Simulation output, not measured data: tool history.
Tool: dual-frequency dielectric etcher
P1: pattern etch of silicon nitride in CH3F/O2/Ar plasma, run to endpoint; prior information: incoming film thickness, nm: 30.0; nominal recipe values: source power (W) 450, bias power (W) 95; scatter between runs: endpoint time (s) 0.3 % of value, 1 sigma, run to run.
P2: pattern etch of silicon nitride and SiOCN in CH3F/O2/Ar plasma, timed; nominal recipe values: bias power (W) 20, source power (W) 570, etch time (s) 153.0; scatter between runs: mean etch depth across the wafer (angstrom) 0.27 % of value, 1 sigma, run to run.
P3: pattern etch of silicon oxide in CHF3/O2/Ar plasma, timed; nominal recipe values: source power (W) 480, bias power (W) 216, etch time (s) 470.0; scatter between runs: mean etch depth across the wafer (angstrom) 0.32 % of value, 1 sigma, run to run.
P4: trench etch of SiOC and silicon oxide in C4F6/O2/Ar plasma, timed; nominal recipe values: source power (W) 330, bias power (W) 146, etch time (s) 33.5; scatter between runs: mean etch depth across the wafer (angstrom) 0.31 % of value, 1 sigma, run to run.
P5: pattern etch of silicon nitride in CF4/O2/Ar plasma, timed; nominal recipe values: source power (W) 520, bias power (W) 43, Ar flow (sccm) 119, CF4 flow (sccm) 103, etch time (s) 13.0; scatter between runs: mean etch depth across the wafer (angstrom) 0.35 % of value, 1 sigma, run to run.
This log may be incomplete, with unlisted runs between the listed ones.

| run | hour | process that ran | source power (W) | bias power (W) | Ar flow (sccm) | CF4 flow (sccm) | etch time (s) | hours since the last wet clean | hours since the last source power generator calibration | hours since the last bias power generator calibration | endpoint time (s) | mean etch depth across the wafer (angstrom) |
|---|---|---|---|---|---|---|---|---|---|---|---|---|
| 1 | 9.7 | P1 | 450 | 95 |  |  |  | 156.2 | 1358.2 | 1214.9 | 37.123 |  |
| 2 | 20.0 | P5 | 520 | 28 | 119 | 103 | 13.0 | 166.5 | 1368.5 | 1225.2 |  | 203.21 |
| 3 | 24.5 | P1 | 620 | 95 |  |  |  | 171.0 | 1373.0 | 1229.7 | 32.971 |  |
| 4 | 33.2 | P1 | 450 | 95 |  |  |  | 179.7 | 1381.7 | 1238.4 | 37.344 |  |
| 5 | 39.3 | P1 | 450 | 95 |  |  |  | 185.8 | 1387.8 | 1244.5 | 37.169 |  |
| 6 | 48.6 | P3 | 480 | 216 |  |  | 470.0 | 195.1 | 1397.1 | 1253.8 |  | 9471.30 |
| 7 | 54.0 | P2 | 570 | 20 |  |  | 153.0 | 200.5 | 1402.5 | 1259.2 |  | 220.14 |
| 8 | 64.0 | P4 | 330 | 146 |  |  | 33.5 | 210.5 | 1412.5 | 1269.2 |  | 562.63 |
| 9 | 69.0 | P1 | 450 | 70 |  |  |  | 215.5 | 1417.5 | 1274.2 | 41.431 |  |
| 10 | 77.1 | P1 | 450 | 117 |  |  |  | 223.6 | 1425.6 | 1282.3 | 34.534 |  |
| 11 | 86.7 | P1 | 570 | 63 |  |  |  | 233.2 | 1435.2 | 1291.9 | 38.906 |  |
| 12 | 91.6 | P3 | 480 | 166 |  |  | 470.0 | 238.1 | 1440.1 | 1296.8 |  | 8724.80 |
| 13 | 96.6 | P5 | 520 | 43 | 91 | 103 | 13.0 | 243.1 | 1445.1 | 1301.8 |  | 243.68 |
| 14 | 105.9 | P3 | 370 | 216 |  |  | 470.0 | 252.4 | 1454.4 | 1311.1 |  | 8618.50 |
| 15 | 115.1 | P5 | 520 | 43 | 119 | 130 | 13.0 | 261.6 | 1463.6 | 1320.3 |  | 242.90 |
| 16 | 119.9 | P3 | 480 | 216 |  |  | 650.5 | 266.4 | 1468.4 | 1325.1 |  | 13154.00 |
| 17 | 128.5 | P1 | 450 | 95 |  |  |  | 275.0 | 1477.0 | 1333.7 | 37.246 |  |
| 18 | 134.2 | P1 | 450 | 95 |  |  |  | 280.7 | 1482.7 | 1339.4 | 37.323 |  |
| 19 | 140.7 | P5 | 520 | 43 | 119 | 103 | 19.5 | 287.2 | 1489.2 | 1345.9 |  | 353.65 |
| 20 | 145.5 | P2 | 570 | 20 |  |  | 85.0 | 292.0 | 1494.0 | 1350.7 |  | 122.50 |
| 21 | 150.3 | P1 | 280 | 67 |  |  |  | 296.8 | 1498.8 | 1355.5 | 50.417 |  |
| 22 | 159.4 | P1 | 350 | 95 |  |  |  | 305.9 | 1507.9 | 1364.6 | 40.911 |  |
| 23 | 167.2 | P5 | 700 | 43 | 119 | 103 | 13.0 | 313.7 | 1515.7 | 1372.4 |  | 304.30 |
| 24 | 171.9 | P4 | 440 | 146 |  |  | 33.5 | 318.4 | 1520.4 | 1377.1 |  | 631.19 |
| 25 | 177.8 | P4 | 330 | 146 |  |  | 47.0 | 324.3 | 1526.3 | 1383.0 |  | 793.67 |
| 26 | 188.1 | P4 | 330 | 146 |  |  | 33.5 | 334.6 | 1536.6 | 1393.3 |  | 564.65 |
| 27 | 192.6 | P4 | 330 | 173 |  |  | 33.5 | 339.1 | 1541.1 | 1397.8 |  | 597.03 |
| 28 | 198.4 | P2 | 680 | 20 |  |  | 153.0 | 344.9 | 1546.9 | 1403.6 |  | 233.31 |
| 29 | 205.5 | P5 | 520 | 43 | 119 | 103 | 13.0 | 352.0 | 1554.0 | 1410.7 |  | 234.79 |
| 30 | 211.0 | P2 | 570 | 16 |  |  | 153.0 | 357.5 | 1559.5 | 1416.2 |  | 200.50 |
| 31 | 219.9 | P1 | 450 | 95 |  |  |  | 366.4 | 1568.4 | 1425.1 | 37.376 |  |
| 32 | 228.3 | P1 | 450 | 95 |  |  |  | 374.8 | 1576.8 | 1433.5 | 37.428 |  |
| 33 | 236.6 | P1 | 450 | 95 |  |  |  | 383.1 | 1585.1 | 1441.8 | 37.612 |  |
| 34 | 243.9 | P1 | 450 | 95 |  |  |  | 390.4 | 1592.4 | 1449.1 | 37.734 |  |
| 35 | 251.5 | P1 | 450 | 95 |  |  |  | 398.0 | 1600.0 | 1456.7 | 37.625 |  |
| 36 | 259.9 | P1 | 450 | 95 |  |  |  | 406.4 | 1608.4 | 1465.1 | 37.738 |  |
|  | 264.2 | wet clean of the chamber |
| 37 | 267.3 | P1 | 450 | 95 |  |  |  | 3.2 | 1615.8 | 1472.5 | 37.856 |  |
| 38 | 275.4 | P1 | 450 | 95 |  |  |  | 11.3 | 1623.9 | 1480.6 | 37.655 |  |
| 39 | 281.5 | P1 | 450 | 95 |  |  |  | 17.4 | 1630.0 | 1486.7 | 37.960 |  |
| 40 | 290.5 | P1 | 450 | 95 |  |  |  | 26.4 | 1639.0 | 1495.7 | 37.939 |  |

The log shows P1 creeping away from where it was. Any of the 2 causes listed here, at the size stated for it, fits the log just as well as the others:
A: source power that arrives under what is set, % = 4.44
B: bias power that arrives under what is set, % = 4.62
The onset of the drift is placed at about hour 219.9.
What rules out each remaining cause:
chamber walls in a state that lowers the etch rate, %: maintenance at hour 264.2, after the shift began, did not return the process to its former output

The 4 check runs listed below each average the results of 2 wafers, and their outcomes are marked with question marks. Under which run would the listed causes produce clearly different results?
| check 1 | 299.5 | P4 | 390 | 146 |  |  | 40.0 |  |  |  |  | ? |
| check 2 | 299.5 | P3 | 390 | 216 |  |  | 555.5 |  |  |  |  | ? |
| check 3 | 299.5 | P5 | 520 | 43 | 98 | 103 | 13.0 |  |  |  |  | ? |
| check 4 | 299.5 | P2 | 570 | 16 |  |  | 85.5 |  |  |  |  | ? |

If the cause were each of the candidates in turn, the checks would give the following:
| check | result | if A | if B |
|---|---|---|---|
| check 1 | mean etch depth across the wafer (angstrom) | 707.53 | 710.13 |
| check 2 | mean etch depth across the wafer (angstrom) | 10218.00 | 10220.00 |
| check 3 | mean etch depth across the wafer (angstrom) | 232.38 | 237.76 |
| check 4 | mean etch depth across the wafer (angstrom) | 110.59 | 110.34 |
Smallest distance between any two causes, each pair judged by its most separating result, in per cent: check 1 0.37 %; check 2 0.02 %; check 3 2.29 %; check 4 0.23 %
Only check 3 tells the causes apart: in the others they would give nearly the same result.

Here is what check 3 returned: mean etch depth across the wafer (angstrom) 232.44. Which cause is it?

It was cause A: source power that arrives under what is set, %.

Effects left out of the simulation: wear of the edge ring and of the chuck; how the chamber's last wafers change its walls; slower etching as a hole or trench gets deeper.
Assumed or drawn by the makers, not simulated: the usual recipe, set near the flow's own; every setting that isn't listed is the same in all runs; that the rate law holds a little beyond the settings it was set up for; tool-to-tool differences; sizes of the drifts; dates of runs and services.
